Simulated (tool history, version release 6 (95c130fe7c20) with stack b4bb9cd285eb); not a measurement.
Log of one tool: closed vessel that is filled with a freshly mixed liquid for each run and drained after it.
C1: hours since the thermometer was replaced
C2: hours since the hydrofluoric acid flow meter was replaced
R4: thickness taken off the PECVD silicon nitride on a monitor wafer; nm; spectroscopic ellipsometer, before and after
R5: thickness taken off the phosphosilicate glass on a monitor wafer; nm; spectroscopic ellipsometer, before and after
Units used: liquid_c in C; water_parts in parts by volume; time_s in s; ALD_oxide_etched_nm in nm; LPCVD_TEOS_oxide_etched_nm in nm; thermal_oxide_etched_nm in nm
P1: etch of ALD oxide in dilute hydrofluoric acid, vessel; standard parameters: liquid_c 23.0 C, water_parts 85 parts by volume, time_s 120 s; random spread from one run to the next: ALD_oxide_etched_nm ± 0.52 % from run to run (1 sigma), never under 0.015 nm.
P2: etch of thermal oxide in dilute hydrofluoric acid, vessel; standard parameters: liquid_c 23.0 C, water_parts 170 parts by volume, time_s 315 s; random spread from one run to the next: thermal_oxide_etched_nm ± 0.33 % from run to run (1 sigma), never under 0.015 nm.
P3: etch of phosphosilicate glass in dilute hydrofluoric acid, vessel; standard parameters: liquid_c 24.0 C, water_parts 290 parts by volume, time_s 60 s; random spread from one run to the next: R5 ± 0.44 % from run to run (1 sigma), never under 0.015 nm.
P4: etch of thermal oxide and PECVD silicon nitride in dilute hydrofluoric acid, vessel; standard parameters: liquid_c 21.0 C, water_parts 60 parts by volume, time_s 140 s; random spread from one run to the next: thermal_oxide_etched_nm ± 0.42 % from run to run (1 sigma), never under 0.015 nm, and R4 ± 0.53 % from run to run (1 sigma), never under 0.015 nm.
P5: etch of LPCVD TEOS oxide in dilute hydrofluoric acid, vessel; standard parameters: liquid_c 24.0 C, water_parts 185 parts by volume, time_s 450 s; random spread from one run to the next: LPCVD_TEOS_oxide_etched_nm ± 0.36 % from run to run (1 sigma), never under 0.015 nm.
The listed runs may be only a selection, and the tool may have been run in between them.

Run 1, hour 5.8: process P1, liquid_c 23.0 C, water_parts 85 parts by volume, time_s 120 s; C1 375.8; C2 1545.8. Result: ALD_oxide_etched_nm 36.1560 nm.
Run 2, hour 12.6: process P5, liquid_c 24.0 C, water_parts 185 parts by volume, time_s 450 s; C1 382.6; C2 1552.6. Result: LPCVD_TEOS_oxide_etched_nm 44.415 nm.
Run 3, hour 16.5: process P2, liquid_c 23.0 C, water_parts 170 parts by volume, time_s 605 s; C1 386.5; C2 1556.5. Result: thermal_oxide_etched_nm 15.5990 nm.
Run 4, hour 22.5: process P5, liquid_c 24.0 C, water_parts 70 parts by volume, time_s 450 s; C1 392.5; C2 1562.5. Result: LPCVD_TEOS_oxide_etched_nm 133.870 nm.
At hour 25.5: thermometer replaced.
Run 5, hour 26.4: process P1, liquid_c 23.0 C, water_parts 130 parts by volume, time_s 120 s; C1 1.0; C2 1566.4. Result: ALD_oxide_etched_nm 22.3120 nm.
Run 6, hour 32.6: process P1, liquid_c 23.0 C, water_parts 85 parts by volume, time_s 120 s; C1 7.2; C2 1572.6. Result: ALD_oxide_etched_nm 36.1810 nm.
Run 7, hour 39.0: process P2, liquid_c 23.0 C, water_parts 170 parts by volume, time_s 315 s; C1 13.6; C2 1579.0. Result: thermal_oxide_etched_nm 8.1595 nm.
Run 8, hour 44.6: process P4, liquid_c 21.0 C, water_parts 85 parts by volume, time_s 140 s; C1 19.2; C2 1584.6. Result: thermal_oxide_etched_nm 7.1531 nm, R4 7.5674 nm.
Run 9, hour 50.2: process P4, liquid_c 21.0 C, water_parts 60 parts by volume, time_s 140 s; C1 24.8; C2 1590.2. Result: thermal_oxide_etched_nm 10.4950 nm, R4 10.6470 nm.
Run 10, hour 55.8: process P1, liquid_c 23.0 C, water_parts 130 parts by volume, time_s 170 s; C1 30.4; C2 1595.8. Result: ALD_oxide_etched_nm 31.6920 nm.
Run 11, hour 61.7: process P5, liquid_c 24.0 C, water_parts 185 parts by volume, time_s 450 s; C1 36.3; C2 1601.7. Result: LPCVD_TEOS_oxide_etched_nm 44.314 nm.
Run 12, hour 68.3: process P5, liquid_c 24.0 C, water_parts 185 parts by volume, time_s 215 s; C1 42.9; C2 1608.3. Result: LPCVD_TEOS_oxide_etched_nm 21.184 nm.
Run 13, hour 71.9: process P2, liquid_c 17.0 C, water_parts 170 parts by volume, time_s 315 s; C1 46.5; C2 1611.9. Result: thermal_oxide_etched_nm 6.4692 nm.
Run 14, hour 76.5: process P1, liquid_c 27.5 C, water_parts 85 parts by volume, time_s 120 s; C1 51.1; C2 1616.5. Result: ALD_oxide_etched_nm 43.3470 nm.
Run 15, hour 83.1: process P3, liquid_c 19.0 C, water_parts 290 parts by volume, time_s 60 s; C1 57.7; C2 1623.1. Result: R5 15.6100 nm.
Run 16, hour 87.6: process P1, liquid_c 23.0 C, water_parts 85 parts by volume, time_s 120 s; C1 62.2; C2 1627.6. Result: ALD_oxide_etched_nm 36.3230 nm.
Run 17, hour 91.8: process P1, liquid_c 23.0 C, water_parts 20 parts by volume, time_s 40 s; C1 66.4; C2 1631.8. Result: ALD_oxide_etched_nm 55.4400 nm.
Run 18, hour 98.3: process P1, liquid_c 23.0 C, water_parts 50 parts by volume, time_s 120 s; C1 72.9; C2 1638.3. Result: ALD_oxide_etched_nm 64.6610 nm.
Run 19, hour 105.1: process P1, liquid_c 17.0 C, water_parts 85 parts by volume, time_s 120 s; C1 79.7; C2 1645.1. Result: ALD_oxide_etched_nm 28.0200 nm.
Run 20, hour 110.0: process P1, liquid_c 23.0 C, water_parts 85 parts by volume, time_s 120 s; C1 84.6; C2 1650.0. Result: ALD_oxide_etched_nm 35.9830 nm.
Run 21, hour 113.8: process P3, liquid_c 24.0 C, water_parts 90 parts by volume, time_s 60 s; C1 88.4; C2 1653.8. Result: R5 74.9350 nm.
Run 22, hour 116.8: process P1, liquid_c 23.0 C, water_parts 85 parts by volume, time_s 30 s; C1 91.4; C2 1656.8. Result: ALD_oxide_etched_nm 9.0552 nm.
Run 23, hour 121.1: process P3, liquid_c 24.0 C, water_parts 290 parts by volume, time_s 30 s; C1 95.7; C2 1661.1. Result: R5 9.3604 nm.
Run 24, hour 126.8: process P4, liquid_c 21.0 C, water_parts 60 parts by volume, time_s 260 s; C1 101.4; C2 1666.8. Result: thermal_oxide_etched_nm 19.3380 nm, R4 19.7960 nm.
Run 25, hour 132.5: process P1, liquid_c 23.0 C, water_parts 85 parts by volume, time_s 185 s; C1 107.1; C2 1672.5. Result: ALD_oxide_etched_nm 56.0700 nm.
Run 26, hour 136.3: process P3, liquid_c 24.0 C, water_parts 290 parts by volume, time_s 60 s; C1 110.9; C2 1676.3. Result: R5 18.7380 nm.
Run 27, hour 140.2: process P4, liquid_c 26.5 C, water_parts 60 parts by volume, time_s 140 s; C1 114.8; C2 1680.2. Result: thermal_oxide_etched_nm 13.1020 nm, R4 15.4050 nm.
Run 28, hour 144.2: process P5, liquid_c 18.0 C, water_parts 185 parts by volume, time_s 450 s; C1 118.8; C2 1684.2. Result: LPCVD_TEOS_oxide_etched_nm 35.458 nm.
Run 29, hour 147.3: process P1, liquid_c 23.0 C, water_parts 85 parts by volume, time_s 120 s; C1 121.9; C2 1687.3. Result: ALD_oxide_etched_nm 36.1380 nm.
Run 30, hour 151.9: process P2, liquid_c 23.0 C, water_parts 105 parts by volume, time_s 315 s; C1 126.5; C2 1691.9. Result: thermal_oxide_etched_nm 14.2630 nm.
Run 31, hour 155.1: process P2, liquid_c 23.0 C, water_parts 170 parts by volume, time_s 315 s; C1 129.7; C2 1695.1. Result: thermal_oxide_etched_nm 8.1829 nm.
Run 32, hour 158.5: process P1, liquid_c 23.0 C, water_parts 130 parts by volume, time_s 45 s; C1 133.1; C2 1698.5. Result: ALD_oxide_etched_nm 8.3893 nm.
Run 33, hour 164.0: process P4, liquid_c 21.0 C, water_parts 60 parts by volume, time_s 140 s; C1 138.6; C2 1704.0. Result: thermal_oxide_etched_nm 10.4660 nm, R4 10.6400 nm.
Run 34, hour 166.9: process P1, liquid_c 23.0 C, water_parts 85 parts by volume, time_s 120 s; C1 141.5; C2 1706.9. Result: ALD_oxide_etched_nm 36.3630 nm.
Run 35, hour 172.9: process P1, liquid_c 23.0 C, water_parts 85 parts by volume, time_s 120 s; C1 147.5; C2 1712.9. Result: ALD_oxide_etched_nm 37.0990 nm.
Run 36, hour 178.5: process P1, liquid_c 23.0 C, water_parts 85 parts by volume, time_s 120 s; C1 153.1; C2 1718.5. Result: ALD_oxide_etched_nm 37.8660 nm.
Run 37, hour 183.9: process P1, liquid_c 23.0 C, water_parts 85 parts by volume, time_s 120 s; C1 158.5; C2 1723.9. Result: ALD_oxide_etched_nm 37.6760 nm.
Run 38, hour 188.8: process P1, liquid_c 23.0 C, water_parts 85 parts by volume, time_s 120 s; C1 163.4; C2 1728.8. Result: ALD_oxide_etched_nm 37.8800 nm.
Run 39, hour 193.2: process P1, liquid_c 23.0 C, water_parts 85 parts by volume, time_s 120 s; C1 167.8; C2 1733.2. Result: ALD_oxide_etched_nm 38.4660 nm.
Run 40, hour 199.1: process P1, liquid_c 23.0 C, water_parts 85 parts by volume, time_s 120 s; C1 173.7; C2 1739.1. Result: ALD_oxide_etched_nm 38.3100 nm.
Run 41, hour 203.0: process P1, liquid_c 23.0 C, water_parts 85 parts by volume, time_s 120 s; C1 177.6; C2 1743.0. Result: ALD_oxide_etched_nm 38.4280 nm.
Run 42, hour 208.9: process P1, liquid_c 23.0 C, water_parts 85 parts by volume, time_s 120 s; C1 183.5; C2 1748.9. Result: ALD_oxide_etched_nm 38.2060 nm.

P1 no longer gives what it gave before; its output has crept away from where it was. The following 2 causes, each at its listed size, fit the log equally well:
A: hydrofluoric acid flow above the setpoint (%) = 5.64
B: liquid hotter than its thermometer reads (K) = 1.51
The process output started creeping at around hour 166.9.

Which of the 4 check runs listed below separates the causes, so that each cause would produce a clearly different result? Each run uses one wafer, and its results are marked with question marks.
Run check 1, hour 214.8: process P3, liquid_c 24.0 C, water_parts 100 parts by volume, time_s 30 s. Result: R5 ?.
Run check 2, hour 214.8: process P5, liquid_c 24.0 C, water_parts 95 parts by volume, time_s 450 s. Result: LPCVD_TEOS_oxide_etched_nm ?.
Run check 3, hour 214.8: process P4, liquid_c 25.5 C, water_parts 60 parts by volume, time_s 140 s. Result: thermal_oxide_etched_nm ?, R4 ?.
Run check 4, hour 214.8: process P2, liquid_c 23.0 C, water_parts 170 parts by volume, time_s 425 s. Result: thermal_oxide_etched_nm ?.

What each check would give under each cause:
  check                      result     if A     if B
check 1                          R5  35.5540  35.4810
check 2  LPCVD_TEOS_oxide_etched_nm  101.800  101.650
check 3     thermal_oxide_etched_nm  13.3910  13.4090
check 3                          R4  15.2330  15.9450
check 4     thermal_oxide_etched_nm  11.7630  11.6730
Smallest distance between any two causes, each pair judged by its most separating result, in per cent: check 1 0.21 %; check 2 0.15 %; check 3 4.57 %; check 4 0.77 %
Of the check runs offered, only check 3 discriminates between the causes; the rest would read about the same regardless of which cause applies.

Here is what check 3 returned: thermal_oxide_etched_nm 13.4240 nm; R4 15.2970 nm. Which cause is it?

The correct cause is A, namely: hydrofluoric acid flow above the setpoint (%).

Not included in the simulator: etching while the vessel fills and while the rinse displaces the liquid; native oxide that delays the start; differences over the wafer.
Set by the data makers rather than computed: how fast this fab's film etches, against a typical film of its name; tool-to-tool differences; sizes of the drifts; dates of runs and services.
